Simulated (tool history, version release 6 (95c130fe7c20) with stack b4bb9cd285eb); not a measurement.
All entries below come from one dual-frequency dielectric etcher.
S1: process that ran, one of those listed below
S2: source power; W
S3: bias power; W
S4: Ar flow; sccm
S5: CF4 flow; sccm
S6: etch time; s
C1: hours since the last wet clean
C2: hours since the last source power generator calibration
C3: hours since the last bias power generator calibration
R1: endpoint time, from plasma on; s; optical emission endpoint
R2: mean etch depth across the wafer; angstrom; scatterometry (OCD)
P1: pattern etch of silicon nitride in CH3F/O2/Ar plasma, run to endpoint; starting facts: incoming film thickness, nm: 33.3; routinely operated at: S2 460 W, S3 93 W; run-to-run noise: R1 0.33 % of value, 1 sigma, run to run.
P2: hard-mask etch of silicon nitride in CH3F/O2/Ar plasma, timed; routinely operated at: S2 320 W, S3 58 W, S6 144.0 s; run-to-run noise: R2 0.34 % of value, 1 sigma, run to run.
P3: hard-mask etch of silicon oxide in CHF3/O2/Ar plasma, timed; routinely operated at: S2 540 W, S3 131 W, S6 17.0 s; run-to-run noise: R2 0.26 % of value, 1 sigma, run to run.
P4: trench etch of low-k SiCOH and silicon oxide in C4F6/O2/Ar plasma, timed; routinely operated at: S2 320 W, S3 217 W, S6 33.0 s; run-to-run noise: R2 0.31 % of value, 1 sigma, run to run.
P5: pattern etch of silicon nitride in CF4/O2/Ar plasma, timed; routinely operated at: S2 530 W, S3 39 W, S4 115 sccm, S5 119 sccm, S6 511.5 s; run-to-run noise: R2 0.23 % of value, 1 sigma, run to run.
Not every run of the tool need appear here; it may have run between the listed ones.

run	hour	S1	S2	S3	S4	S5	S6	C1	C2	C3	R1	R2
1	4.9	P1	460	93				94.8	762.1	1819.6	41.004	
2	13.0	P5	530	39	115	119	668.5	102.9	770.2	1827.7		12386.00
3	19.7	P1	560	93				109.6	776.9	1834.4	38.048	
4	26.3	P2	320	58			104.5	116.2	783.5	1841.0		644.82
5	35.6	P5	430	39	115	119	511.5	125.5	792.8	1850.3		7861.80
6	41.3	P4	320	217			33.0	131.2	798.5	1856.0		1027.50
7	46.5	P1	460	93				136.4	803.7	1861.2	40.970	
8	52.7	P2	320	58			144.0	142.6	809.9	1867.4		885.55
9	59.6	P1	460	93				149.5	816.8	1874.3	41.067	
10	64.3	P4	320	217			43.0	154.2	821.5	1879.0		1343.40
11	72.9	P5	530	39	68	119	511.5	162.8	830.1	1887.6		10067.00
12	77.6	P4	220	217			33.0	167.5	834.8	1892.3		890.64
13	84.9	P3	770	131			17.0	174.8	842.1	1899.6		336.71
# hour 91.4: wet clean of the chamber
14	93.9	P4	320	294			33.0	2.5	851.1	1908.6		1144.50
15	101.7	P2	320	58			144.0	10.3	858.9	1916.4		890.94
16	108.7	P1	460	61				17.3	865.9	1923.4	47.364	
17	114.8	P2	320	69			144.0	23.4	872.0	1929.5		942.73
18	120.5	P1	460	93				29.1	877.7	1935.2	41.235	
19	125.5	P5	530	39	115	119	511.5	34.1	882.7	1940.2		9462.10
20	132.6	P1	460	127				41.2	889.8	1947.3	36.500	
21	140.5	P5	530	39	115	167	511.5	49.1	897.7	1955.2		9813.10
# hour 144.6: bias power generator calibrated
22	146.1	P3	540	86			17.0	54.7	903.3	1.5		257.67
23	154.1	P2	450	58			144.0	62.7	911.3	9.5		1012.20
24	162.0	P5	530	23	115	119	511.5	70.6	919.2	17.4		7952.80
25	168.0	P1	620	117				76.6	925.2	23.4	33.700	
26	174.1	P4	320	217			33.0	82.7	931.3	29.5		1029.50
27	183.1	P3	540	131			17.0	91.7	940.3	38.5		292.27
28	192.8	P1	460	93				101.4	950.0	48.2	40.733	
29	199.7	P1	460	93				108.3	956.9	55.1	40.885	
30	204.7	P1	320	93				113.3	961.9	60.1	47.103	
31	212.8	P3	540	131			12.5	121.4	970.0	68.2		215.14
32	220.4	P1	460	93				129.0	977.6	75.8	40.770	
33	229.9	P1	460	93				138.5	987.1	85.3	41.148	
34	238.1	P1	460	93				146.7	995.3	93.5	41.383	
35	243.1	P1	460	93				151.7	1000.3	98.5	41.683	
36	252.4	P1	460	93				161.0	1009.6	107.8	41.486	
# hour 255.8: wet clean of the chamber
37	262.0	P1	460	93				6.2	1019.2	117.4	41.980	
38	267.5	P1	460	93				11.7	1024.7	122.9	41.818	
39	273.0	P1	460	93				17.2	1030.2	128.4	41.718	

What P1 gives has crept away from where it was. These 2 causes fit the log equally well, each at the size given:
A: bias power that arrives under what is set, % = 4.56
B: source power that arrives under what is set, % = 4.34
Onset of the creep was near hour 220.4.
Each remaining cause and why it is not a fit:
chamber walls in a state that lowers the etch rate, %: serviced after onset, at hour 255.8, with no recovery of the prior output

Each of the 4 check runs below uses one wafer; its results are left as question marks. Which run tells the causes apart?
check 1	278.5	P2	320	58			144.0					?
check 2	278.5	P3	540	131			17.0					?
check 3	278.5	P5	530	39	115	119	511.5					?
check 4	278.5	P4	320	217			33.0					?

If the cause were each of the candidates in turn, the checks would give the following:
check	result	if A	if B
check 1	R2	874.35	873.00
check 2	R2	288.99	288.25
check 3	R2	9304.40	9095.40
check 4	R2	1012.40	1010.90
Minimum pairwise separation of causes per check, each pair taken at its best-separating result: check 1 0.15 %; check 2 0.26 %; check 3 2.27 %; check 4 0.15 %
The causes can be told apart only by check 3. The other checks would give nearly the same results under each of them.

Running check 3 produced the following: R2 9114.30 angstrom. Which one of the listed causes fits?

B is the cause: source power that arrives under what is set, %.
